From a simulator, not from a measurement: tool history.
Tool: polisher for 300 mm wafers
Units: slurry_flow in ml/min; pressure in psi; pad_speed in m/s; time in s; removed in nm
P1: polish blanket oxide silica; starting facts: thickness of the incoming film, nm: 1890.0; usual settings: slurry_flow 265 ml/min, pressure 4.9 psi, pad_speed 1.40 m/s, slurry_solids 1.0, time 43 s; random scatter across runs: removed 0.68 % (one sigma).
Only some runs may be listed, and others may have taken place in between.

run   hour  slurry_flow  pressure  pad_speed  slurry_solids  time  removed
  1    5.2          265       4.9       1.40            1.0    43  214.390
  2    8.2          265       4.9       1.40            1.0    22  109.700
  3   13.4          265       4.9       1.40            1.0    67  334.610
  4   18.8          265       4.9       1.40            1.0    43  218.530
  5   22.3          265       7.4       1.40            1.0    43  325.240
  6   25.9          160       4.9       1.40            1.0    43  200.150
  7   30.2          265       4.9       1.40            1.5    43  253.530
  8   35.1          265       6.4       0.64            1.0    43  149.630
  9   39.7          265       4.9       1.40            1.0    43  216.920
 10   43.3          395       4.9       1.40            1.0    43  223.740
 11   48.4          265       2.5       0.84            1.0    43   72.686
 12   51.3          265       4.9       0.84            1.0    43  142.200
      52.3  -- head pressure recalibrated
 13   56.3          265       3.4       1.40            1.0    43  147.300
 14   60.3          265       4.9       1.40            0.5    43  148.460
 15   66.0          265       4.9       1.40            1.0    43  215.330
 16   70.7          160       4.9       1.40            1.4    43  230.670
 17   74.2          265       4.9       1.86            1.0    43  271.350
 18   79.3          265       4.9       1.40            1.0    43  213.670
 19   82.4          265       4.9       1.40            1.0    43  213.360
 20   85.5          265       4.9       1.40            1.0    43  203.970
 21   89.9          265       4.9       1.40            1.0    43  197.150
      91.0  -- slurry nozzle cleaned
      93.8  -- conditioning disc replaced and pad reconditioned
      94.5  -- worn pad replaced by a new one
 22   94.5          265       4.9       1.40            1.0    43  194.000
 23   98.4          265       4.9       1.40            1.0    43  189.900
 24  101.1          265       4.9       1.40            1.0    43  190.230
 25  106.8          265       4.9       1.40            1.0    43  189.260

P1 no longer gives what it gave before; its output has crept away from where it was. The following 2 causes, each at its listed size, fit the log equally well:
A: head's pressure below its setpoint, % = 11.6
B: abrasive missing from the slurry, % = 22.3
The process output started creeping at around hour 82.4.
Ruled out, with reasons:
removal rate lost through wear of the pad, %: its service at hour 94.5 followed the start of the drift and did not put the process back to its old value
slurry flow missing at the pad, %: its service at hour 91.0 followed the start of the drift and did not put the process back to its old value
time polished since the conditioner stopped cutting, s: its service at hour 93.8 followed the start of the drift and did not put the process back to its old value

Which of the 4 check runs listed below, each an average over 5 wafers with its results shown as question marks, gives clearly different results under the different listed causes?
check 1  112.5          265       7.0       1.40            1.0    43        ?
check 2  112.5          265       6.0       1.40            1.0    66        ?
check 3  112.5          185       4.9       1.40            1.0    43        ?
check 4  112.5          265       4.9       1.40            1.4    43        ?

Check results expected under each cause:
  check   result     if A     if B
check 1  removed  271.140  271.330
check 2  removed  356.720  356.960
check 3  removed  181.730  181.850
check 4  removed  218.130  222.880
Per check, the gap between the least separated pair of causes, taken in the result that splits them most: check 1 0.07 %; check 2 0.07 %; check 3 0.07 %; check 4 2.16 %
Of the check runs offered, only check 4 discriminates between the causes; the rest would read about the same regardless of which cause applies.

Check 4 was then run and gave: removed 223.270 nm. Which cause is it?

B is the cause: abrasive missing from the slurry, %.

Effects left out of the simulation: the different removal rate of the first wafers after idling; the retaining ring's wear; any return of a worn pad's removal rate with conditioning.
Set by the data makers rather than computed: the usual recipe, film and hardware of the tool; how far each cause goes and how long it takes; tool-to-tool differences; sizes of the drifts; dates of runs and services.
